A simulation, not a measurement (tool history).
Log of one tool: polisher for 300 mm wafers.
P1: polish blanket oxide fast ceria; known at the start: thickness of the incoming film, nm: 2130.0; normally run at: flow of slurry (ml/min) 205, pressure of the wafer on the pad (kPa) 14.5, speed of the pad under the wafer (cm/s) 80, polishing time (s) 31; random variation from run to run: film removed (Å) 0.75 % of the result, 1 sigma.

| run | day | flow of slurry (ml/min) | pressure of the wafer on the pad (kPa) | speed of the pad under the wafer (cm/s) | polishing time (s) | wafers polished on this pad | hours since the slurry nozzle was cleaned | hours since the head pressure was calibrated | film removed (Å) |
|---|---|---|---|---|---|---|---|---|---|
| 1 | 0.108 | 205 | 14.5 | 80 | 31 | 318 | 59.0 | 107.6 | 2488.2 |
| 2 | 0.275 | 205 | 20.7 | 80 | 31 | 346 | 63.0 | 111.6 | 3516.3 |
| 3 | 0.396 | 205 | 14.5 | 80 | 31 | 366 | 65.9 | 114.5 | 2462.1 |
| 4 | 0.500 | 205 | 14.5 | 80 | 31 | 384 | 68.4 | 117.0 | 2497.5 |
| 5 | 0.667 | 125 | 14.5 | 80 | 31 | 412 | 72.4 | 121.0 | 2308.7 |
| 6 | 0.754 | 305 | 14.5 | 102 | 31 | 426 | 74.5 | 123.1 | 3289.4 |
| 7 | 0.929 | 205 | 14.5 | 56 | 31 | 456 | 78.7 | 127.3 | 1741.0 |
| 8 | 1.033 | 270 | 14.5 | 80 | 31 | 473 | 81.2 | 129.8 | 2538.5 |
| 9 | 1.154 | 205 | 14.5 | 116 | 31 | 494 | 84.1 | 132.7 | 3576.5 |
| 10 | 1.325 | 205 | 14.5 | 80 | 31 | 522 | 88.2 | 136.8 | 2496.4 |
| 11 | 1.438 | 205 | 7.6 | 80 | 31 | 541 | 90.9 | 139.5 | 1302.0 |
|  | 1.446 | worn pad replaced by a new one |
| 12 | 1.596 | 205 | 14.5 | 80 | 40 | 25 | 94.7 | 143.3 | 3210.4 |
| 13 | 1.712 | 205 | 14.5 | 80 | 31 | 44 | 97.5 | 146.1 | 2487.6 |
| 14 | 1.825 | 205 | 14.5 | 80 | 17 | 63 | 100.2 | 148.8 | 1352.9 |
| 15 | 1.988 | 205 | 14.5 | 80 | 31 | 91 | 104.1 | 152.7 | 2483.0 |
| 16 | 2.075 | 205 | 14.5 | 80 | 31 | 105 | 106.2 | 154.8 | 2489.6 |
| 17 | 2.162 | 205 | 14.5 | 80 | 31 | 120 | 108.3 | 156.9 | 2472.4 |
| 18 | 2.333 | 205 | 14.5 | 80 | 31 | 149 | 112.4 | 161.0 | 2384.8 |
| 19 | 2.438 | 205 | 14.5 | 80 | 31 | 166 | 114.9 | 163.5 | 2384.6 |
| 20 | 2.567 | 205 | 14.5 | 80 | 31 | 188 | 118.0 | 166.6 | 2322.0 |
|  | 2.579 | worn pad replaced by a new one |
| 21 | 2.688 | 205 | 14.5 | 80 | 31 | 18 | 120.9 | 169.5 | 2284.3 |
| 22 | 2.804 | 205 | 14.5 | 80 | 31 | 37 | 123.7 | 172.3 | 2311.6 |
| 23 | 2.975 | 205 | 14.5 | 80 | 31 | 66 | 127.8 | 176.4 | 2306.0 |

What P1 gives has crept away from where it was. These 2 causes fit the log equally well, each at the size given:
A: slurry flow missing at the pad, % = 36.6
B: head's pressure below its setpoint, % = 7.09
The creep began at about day 2.162.
Why every other cause is out:
removal rate lost through wear of the pad, %: serviced at day 2.579, which brought nothing back

4 check runs are offered, each on 5 wafers whose results are averaged, their results left as question marks. Which one tells the causes apart?
| check 1 | 3.146 | 145 | 14.5 | 80 | 31 |  |  |  | ? |
| check 2 | 3.146 | 205 | 14.5 | 64 | 31 |  |  |  | ? |
| check 3 | 3.146 | 205 | 20.7 | 80 | 19 |  |  |  | ? |
| check 4 | 3.146 | 205 | 14.5 | 56 | 31 |  |  |  | ? |

What each check would give under each cause:
| check | result | if A | if B |
|---|---|---|---|
| check 1 | film removed (Å) | 2129.1 | 2187.8 |
| check 2 | film removed (Å) | 1845.4 | 1845.3 |
| check 3 | film removed (Å) | 2019.8 | 2019.6 |
| check 4 | film removed (Å) | 1614.8 | 1614.6 |
How far apart the two closest causes lie, in the result that separates them most: check 1 2.72 %; check 2 0.01 %; check 3 0.01 %; check 4 0.01 %
Check 1 tells the causes apart: in the others they would give nearly the same result.

Then check 1 was run and gave: film removed (Å) 2138.3. Which cause is it?

It is A: slurry flow missing at the pad, %.

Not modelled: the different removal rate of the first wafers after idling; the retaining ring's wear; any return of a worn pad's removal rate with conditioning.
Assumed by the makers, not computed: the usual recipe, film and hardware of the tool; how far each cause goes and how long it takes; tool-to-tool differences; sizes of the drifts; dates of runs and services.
